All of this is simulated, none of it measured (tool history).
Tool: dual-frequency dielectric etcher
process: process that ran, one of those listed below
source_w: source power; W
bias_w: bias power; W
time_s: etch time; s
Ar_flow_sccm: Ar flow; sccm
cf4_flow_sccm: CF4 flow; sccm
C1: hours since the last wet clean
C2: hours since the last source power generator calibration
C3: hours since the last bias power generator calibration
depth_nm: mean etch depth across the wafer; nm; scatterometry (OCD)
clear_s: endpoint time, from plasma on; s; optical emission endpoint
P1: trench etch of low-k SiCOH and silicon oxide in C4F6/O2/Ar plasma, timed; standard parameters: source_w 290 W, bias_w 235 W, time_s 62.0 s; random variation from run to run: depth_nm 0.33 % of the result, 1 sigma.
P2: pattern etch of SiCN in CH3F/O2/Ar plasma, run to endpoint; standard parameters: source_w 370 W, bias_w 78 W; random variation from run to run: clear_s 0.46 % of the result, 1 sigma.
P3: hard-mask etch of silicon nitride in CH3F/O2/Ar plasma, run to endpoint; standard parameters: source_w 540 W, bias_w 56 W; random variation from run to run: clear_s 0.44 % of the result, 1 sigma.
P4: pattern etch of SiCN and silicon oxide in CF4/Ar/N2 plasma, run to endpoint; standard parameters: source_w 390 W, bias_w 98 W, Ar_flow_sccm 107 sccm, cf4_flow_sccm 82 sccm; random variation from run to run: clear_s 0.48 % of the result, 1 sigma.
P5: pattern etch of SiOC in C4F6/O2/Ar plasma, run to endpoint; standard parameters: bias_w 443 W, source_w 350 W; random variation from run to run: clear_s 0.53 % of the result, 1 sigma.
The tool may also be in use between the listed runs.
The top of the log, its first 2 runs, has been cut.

Run 3, day 1.588: process P1, source_w 290 W, bias_w 235 W, time_s 62.0 s; C1 199.7; C2 604.2; C3 1357.1. Result: depth_nm 198.90 nm.
Run 4, day 2.025: process P5, source_w 350 W, bias_w 443 W; C1 210.2; C2 614.7; C3 1367.6. Result: clear_s 11.279 s.
Run 5, day 2.638: process P1, source_w 290 W, bias_w 235 W, time_s 34.0 s; C1 224.9; C2 629.4; C3 1382.3. Result: depth_nm 109.32 nm.
Run 6, day 2.962: process P1, source_w 380 W, bias_w 320 W, time_s 62.0 s; C1 232.7; C2 637.2; C3 1390.1. Result: depth_nm 244.22 nm.
Run 7, day 3.400: process P2, source_w 230 W, bias_w 78 W; C1 243.2; C2 647.7; C3 1400.6. Result: clear_s 32.523 s.
Run 8, day 3.708: process P1, source_w 290 W, bias_w 145 W, time_s 75.5 s; C1 250.6; C2 655.1; C3 1408.0. Result: depth_nm 205.18 nm.
Run 9, day 4.275: process P3, source_w 540 W, bias_w 56 W; C1 264.2; C2 668.7; C3 1421.6. Result: clear_s 71.322 s.
Run 10, day 4.679: process P2, source_w 370 W, bias_w 53 W; C1 273.9; C2 678.4; C3 1431.3. Result: clear_s 31.457 s.
Run 11, day 5.196: process P5, source_w 460 W, bias_w 443 W; C1 286.3; C2 690.8; C3 1443.7. Result: clear_s 10.347 s.
Run 12, day 5.488: process P4, source_w 390 W, bias_w 98 W, Ar_flow_sccm 107 sccm, cf4_flow_sccm 82 sccm; C1 293.3; C2 697.8; C3 1450.7. Result: clear_s 14.984 s.
Run 13, day 6.104: process P2, source_w 370 W, bias_w 78 W; C1 308.1; C2 712.6; C3 1465.5. Result: clear_s 27.276 s.
Run 14, day 6.675: process P1, source_w 290 W, bias_w 235 W, time_s 62.0 s; C1 321.8; C2 726.3; C3 1479.2. Result: depth_nm 196.58 nm.
Run 15, day 7.004: process P1, source_w 290 W, bias_w 187 W, time_s 62.0 s; C1 329.7; C2 734.2; C3 1487.1. Result: depth_nm 184.37 nm.
Run 16, day 7.362: process P3, source_w 540 W, bias_w 77 W; C1 338.3; C2 742.8; C3 1495.7. Result: clear_s 64.247 s.
Run 17, day 7.846: process P5, source_w 350 W, bias_w 611 W; C1 349.9; C2 754.4; C3 1507.3. Result: clear_s 10.202 s.
Run 18, day 8.425: process P1, source_w 290 W, bias_w 235 W, time_s 62.0 s; C1 363.8; C2 768.3; C3 1521.2. Result: depth_nm 197.48 nm.
Run 19, day 9.058: process P4, source_w 300 W, bias_w 98 W, Ar_flow_sccm 107 sccm, cf4_flow_sccm 82 sccm; C1 379.0; C2 783.5; C3 1536.4. Result: clear_s 18.878 s.
Run 20, day 9.546: process P4, source_w 390 W, bias_w 98 W, Ar_flow_sccm 107 sccm, cf4_flow_sccm 61 sccm; C1 390.7; C2 795.2; C3 1548.1. Result: clear_s 15.545 s.
Run 21, day 10.192: process P4, source_w 390 W, bias_w 98 W, Ar_flow_sccm 107 sccm, cf4_flow_sccm 82 sccm; C1 406.2; C2 810.7; C3 1563.6. Result: clear_s 14.989 s.
Run 22, day 10.562: process P3, source_w 540 W, bias_w 56 W; C1 415.1; C2 819.6; C3 1572.5. Result: clear_s 71.047 s.
Run 23, day 11.092: process P3, source_w 330 W, bias_w 56 W; C1 427.8; C2 832.3; C3 1585.2. Result: clear_s 85.938 s.
Run 24, day 11.500: process P4, source_w 390 W, bias_w 66 W, Ar_flow_sccm 107 sccm, cf4_flow_sccm 82 sccm; C1 437.6; C2 842.1; C3 1595.0. Result: clear_s 17.273 s.
Run 25, day 11.942: process P1, source_w 350 W, bias_w 235 W, time_s 62.0 s; C1 448.2; C2 852.7; C3 1605.6. Result: depth_nm 213.46 nm.
Run 26, day 12.396: process P1, source_w 290 W, bias_w 235 W, time_s 62.0 s; C1 459.1; C2 863.6; C3 1616.5. Result: depth_nm 197.55 nm.

Run 27, settings as shown, results not yet in. Your forecast:
Run 27, day 12.783: process P1, source_w 210 W, bias_w 235 W, time_s 62.0 s; C1 468.4; C2 872.9; C3 1625.8. Result: depth_nm ?.

{"run 27": {"depth_nm": 175.23}}

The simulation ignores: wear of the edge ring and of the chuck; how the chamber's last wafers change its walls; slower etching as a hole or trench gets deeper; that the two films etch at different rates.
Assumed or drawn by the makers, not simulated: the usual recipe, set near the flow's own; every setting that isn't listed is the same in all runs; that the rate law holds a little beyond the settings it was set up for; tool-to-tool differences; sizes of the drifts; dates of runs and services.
